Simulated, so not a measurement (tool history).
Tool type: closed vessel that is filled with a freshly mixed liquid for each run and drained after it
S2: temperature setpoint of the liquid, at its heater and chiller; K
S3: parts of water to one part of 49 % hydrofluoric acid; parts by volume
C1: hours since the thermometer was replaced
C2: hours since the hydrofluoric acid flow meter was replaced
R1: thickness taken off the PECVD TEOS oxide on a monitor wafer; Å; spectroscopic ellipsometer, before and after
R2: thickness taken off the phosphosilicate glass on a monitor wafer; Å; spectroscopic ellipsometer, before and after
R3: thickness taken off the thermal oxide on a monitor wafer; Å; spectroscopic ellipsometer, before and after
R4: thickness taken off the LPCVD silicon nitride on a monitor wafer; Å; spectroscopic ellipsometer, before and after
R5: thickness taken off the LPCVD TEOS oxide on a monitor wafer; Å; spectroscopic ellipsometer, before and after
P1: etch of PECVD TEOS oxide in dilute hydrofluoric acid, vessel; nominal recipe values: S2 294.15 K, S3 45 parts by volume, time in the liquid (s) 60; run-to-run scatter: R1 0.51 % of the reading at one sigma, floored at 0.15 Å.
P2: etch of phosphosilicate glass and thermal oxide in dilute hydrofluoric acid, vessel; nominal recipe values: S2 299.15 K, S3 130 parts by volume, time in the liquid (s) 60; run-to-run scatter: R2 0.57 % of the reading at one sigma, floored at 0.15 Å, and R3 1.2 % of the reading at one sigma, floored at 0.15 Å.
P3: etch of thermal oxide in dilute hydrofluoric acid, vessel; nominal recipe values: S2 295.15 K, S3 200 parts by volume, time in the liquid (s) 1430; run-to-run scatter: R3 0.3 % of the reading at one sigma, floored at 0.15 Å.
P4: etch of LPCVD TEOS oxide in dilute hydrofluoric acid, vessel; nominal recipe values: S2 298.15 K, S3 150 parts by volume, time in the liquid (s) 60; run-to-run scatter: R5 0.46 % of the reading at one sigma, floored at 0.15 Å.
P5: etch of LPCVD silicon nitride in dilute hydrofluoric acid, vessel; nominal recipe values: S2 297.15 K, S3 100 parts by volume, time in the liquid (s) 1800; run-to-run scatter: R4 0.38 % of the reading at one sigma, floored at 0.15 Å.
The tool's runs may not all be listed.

{"run": 1, "hour": 13.1, "process that ran": "P1", "S2": 294.15, "S3": 45, "time in the liquid (s)": 60, "C1": 1316.8, "C2": 685.3, "R1": 190.9}
{"run": 2, "hour": 26.1, "process that ran": "P2", "S2": 299.15, "S3": 130, "time in the liquid (s)": 60, "C1": 1329.8, "C2": 698.3, "R2": 877.2, "R3": 22.218}
{"run": 3, "hour": 36.2, "process that ran": "P5", "S2": 297.15, "S3": 185, "time in the liquid (s)": 1800, "C1": 1339.9, "C2": 708.4, "R4": 53.118}
{"run": 4, "hour": 51.4, "process that ran": "P1", "S2": 294.15, "S3": 45, "time in the liquid (s)": 60, "C1": 1355.1, "C2": 723.6, "R1": 190.36}
{"run": 5, "hour": 60.5, "process that ran": "P2", "S2": 304.15, "S3": 130, "time in the liquid (s)": 60, "C1": 1364.2, "C2": 732.7, "R2": 1055.8, "R3": 27.871}
{"run": 6, "hour": 68.5, "process that ran": "P1", "S2": 294.15, "S3": 45, "time in the liquid (s)": 60, "C1": 1372.2, "C2": 740.7, "R1": 191.22}
{"run": 7, "hour": 80.7, "process that ran": "P1", "S2": 294.15, "S3": 45, "time in the liquid (s)": 60, "C1": 1384.4, "C2": 752.9, "R1": 192.06}
{"run": 8, "hour": 95.2, "process that ran": "P1", "S2": 290.15, "S3": 45, "time in the liquid (s)": 60, "C1": 1398.9, "C2": 767.4, "R1": 160.46}
{"run": 9, "hour": 101.8, "process that ran": "P5", "S2": 297.15, "S3": 100, "time in the liquid (s)": 1800, "C1": 1405.5, "C2": 774.0, "R4": 97.393}
{"hour": 106.3, "done": "thermometer replaced"}
{"run": 10, "hour": 112.5, "process that ran": "P2", "S2": 299.15, "S3": 50, "time in the liquid (s)": 60, "C1": 6.3, "C2": 784.7, "R2": 2523.1, "R3": 65.372}
{"run": 11, "hour": 127.3, "process that ran": "P3", "S2": 295.15, "S3": 200, "time in the liquid (s)": 2160, "C1": 21.1, "C2": 799.5, "R3": 420.08}
{"run": 12, "hour": 140.2, "process that ran": "P2", "S2": 299.15, "S3": 130, "time in the liquid (s)": 110, "C1": 34.0, "C2": 812.4, "R2": 1599.1, "R3": 41.937}
{"run": 13, "hour": 150.1, "process that ran": "P5", "S2": 297.15, "S3": 100, "time in the liquid (s)": 810, "C1": 43.9, "C2": 822.3, "R4": 43.65}
{"run": 14, "hour": 160.9, "process that ran": "P1", "S2": 294.15, "S3": 45, "time in the liquid (s)": 60, "C1": 54.7, "C2": 833.1, "R1": 192.17}
{"run": 15, "hour": 168.2, "process that ran": "P1", "S2": 299.15, "S3": 20, "time in the liquid (s)": 60, "C1": 62.0, "C2": 840.4, "R1": 552.48}
{"run": 16, "hour": 177.8, "process that ran": "P1", "S2": 294.15, "S3": 25, "time in the liquid (s)": 60, "C1": 71.6, "C2": 850.0, "R1": 351.85}
{"run": 17, "hour": 192.8, "process that ran": "P4", "S2": 298.15, "S3": 30, "time in the liquid (s)": 60, "C1": 86.6, "C2": 865.0, "R5": 431.27}
{"run": 18, "hour": 204.9, "process that ran": "P4", "S2": 298.15, "S3": 150, "time in the liquid (s)": 60, "C1": 98.7, "C2": 877.1, "R5": 73.865}
{"run": 19, "hour": 215.7, "process that ran": "P4", "S2": 306.15, "S3": 150, "time in the liquid (s)": 60, "C1": 109.5, "C2": 887.9, "R5": 98.9}
{"run": 20, "hour": 222.5, "process that ran": "P1", "S2": 301.15, "S3": 45, "time in the liquid (s)": 60, "C1": 116.3, "C2": 894.7, "R1": 255.56}
{"run": 21, "hour": 231.3, "process that ran": "P3", "S2": 290.65, "S3": 200, "time in the liquid (s)": 1430, "C1": 125.1, "C2": 903.5, "R3": 232.56}
{"run": 22, "hour": 245.6, "process that ran": "P3", "S2": 295.15, "S3": 55, "time in the liquid (s)": 1430, "C1": 139.4, "C2": 917.8, "R3": 1185.7}
{"run": 23, "hour": 256.4, "process that ran": "P1", "S2": 294.15, "S3": 60, "time in the liquid (s)": 60, "C1": 150.2, "C2": 928.6, "R1": 139.19}
{"run": 24, "hour": 269.2, "process that ran": "P1", "S2": 294.15, "S3": 45, "time in the liquid (s)": 105, "C1": 163.0, "C2": 941.4, "R1": 333.95}
{"run": 25, "hour": 281.9, "process that ran": "P5", "S2": 305.65, "S3": 100, "time in the liquid (s)": 1800, "C1": 175.7, "C2": 954.1, "R4": 165.93}
{"run": 26, "hour": 291.1, "process that ran": "P3", "S2": 295.15, "S3": 200, "time in the liquid (s)": 1430, "C1": 184.9, "C2": 963.3, "R3": 278.88}
{"run": 27, "hour": 302.7, "process that ran": "P1", "S2": 294.15, "S3": 45, "time in the liquid (s)": 60, "C1": 196.5, "C2": 974.9, "R1": 190.98}
{"run": 28, "hour": 313.8, "process that ran": "P4", "S2": 298.15, "S3": 150, "time in the liquid (s)": 60, "C1": 207.6, "C2": 986.0, "R5": 74.231}
{"run": 29, "hour": 326.1, "process that ran": "P4", "S2": 298.15, "S3": 150, "time in the liquid (s)": 120, "C1": 219.9, "C2": 998.3, "R5": 147.44}
{"run": 30, "hour": 339.6, "process that ran": "P1", "S2": 294.15, "S3": 45, "time in the liquid (s)": 30, "C1": 233.4, "C2": 1011.8, "R1": 95.439}
{"run": 31, "hour": 354.3, "process that ran": "P1", "S2": 294.15, "S3": 45, "time in the liquid (s)": 60, "C1": 248.1, "C2": 1026.5, "R1": 190.89}
{"run": 32, "hour": 367.4, "process that ran": "P2", "S2": 299.15, "S3": 130, "time in the liquid (s)": 60, "C1": 261.2, "C2": 1039.6, "R2": 886.06, "R3": 22.227}
{"run": 33, "hour": 380.2, "process that ran": "P1", "S2": 294.15, "S3": 45, "time in the liquid (s)": 60, "C1": 274.0, "C2": 1052.4, "R1": 190.92}
{"run": 34, "hour": 388.5, "process that ran": "P1", "S2": 294.15, "S3": 45, "time in the liquid (s)": 60, "C1": 282.3, "C2": 1060.7, "R1": 185.97}
{"run": 35, "hour": 400.8, "process that ran": "P1", "S2": 294.15, "S3": 45, "time in the liquid (s)": 60, "C1": 294.6, "C2": 1073.0, "R1": 181.66}
{"run": 36, "hour": 408.6, "process that ran": "P1", "S2": 294.15, "S3": 45, "time in the liquid (s)": 60, "C1": 302.4, "C2": 1080.8, "R1": 178.77}
{"run": 37, "hour": 419.4, "process that ran": "P1", "S2": 294.15, "S3": 45, "time in the liquid (s)": 60, "C1": 313.2, "C2": 1091.6, "R1": 178.47}
{"run": 38, "hour": 431.2, "process that ran": "P1", "S2": 294.15, "S3": 45, "time in the liquid (s)": 60, "C1": 325.0, "C2": 1103.4, "R1": 177.95}
{"run": 39, "hour": 442.7, "process that ran": "P1", "S2": 294.15, "S3": 45, "time in the liquid (s)": 60, "C1": 336.5, "C2": 1114.9, "R1": 175.81}
{"run": 40, "hour": 451.8, "process that ran": "P1", "S2": 294.15, "S3": 45, "time in the liquid (s)": 60, "C1": 345.6, "C2": 1124.0, "R1": 175.93}
{"run": 41, "hour": 461.6, "process that ran": "P1", "S2": 294.15, "S3": 45, "time in the liquid (s)": 60, "C1": 355.4, "C2": 1133.8, "R1": 175.96}
{"run": 42, "hour": 471.2, "process that ran": "P1", "S2": 294.15, "S3": 45, "time in the liquid (s)": 60, "C1": 365.0, "C2": 1143.4, "R1": 176.54}
{"run": 43, "hour": 482.2, "process that ran": "P1", "S2": 294.15, "S3": 45, "time in the liquid (s)": 60, "C1": 376.0, "C2": 1154.4, "R1": 174.91}

The log shows P1 creeping away from where it was. Any of the 2 causes listed here, at the size stated for it, fits the log just as well as the others:
A: hydrofluoric acid flow below the setpoint (%) = 7.93
B: liquid colder than its thermometer reads (K) = 2.05
The process output started creeping at around hour 380.2.

Below are 4 check runs, each on a single wafer, with their results shown as question marks. Which of them would tell the listed causes apart, meaning the causes would give clearly different results under it?
{"run": "check 1", "hour": 493.2, "process that ran": "P5", "S2": 297.15, "S3": 130, "time in the liquid (s)": 1800, "R4": "?"}
{"run": "check 2", "hour": 493.2, "process that ran": "P2", "S2": 303.15, "S3": 80, "time in the liquid (s)": 60, "R2": "?", "R3": "?"}
{"run": "check 3", "hour": 493.2, "process that ran": "P3", "S2": 290.65, "S3": 70, "time in the liquid (s)": 1430, "R3": "?"}
{"run": "check 4", "hour": 493.2, "process that ran": "P4", "S2": 298.15, "S3": 50, "time in the liquid (s)": 60, "R5": "?"}

Outcome of each check run for each possible cause:
check=check_1 result=R4 if_A=69.077 if_B=65.525
check=check_2 result=R2 if_A=1616.70 if_B=1638.90
check=check_2 result=R3 if_A=42.020 if_B=42.599
check=check_3 result=R3 if_A=692.640 if_B=693.200
check=check_4 result=R5 if_A=230.570 if_B=231.530
Per-check spread between the two closest causes, in the result where they differ most: check 1 5.28 %; check 2 1.37 %; check 3 0.08 %; check 4 0.41 %
Of the check runs offered, only check 1 discriminates between the causes; the rest would read about the same regardless of which cause applies.

Check 1 has now been run. It gave: R4 65.243 Å. Which of the candidate causes is it?

It is B: liquid colder than its thermometer reads (K).
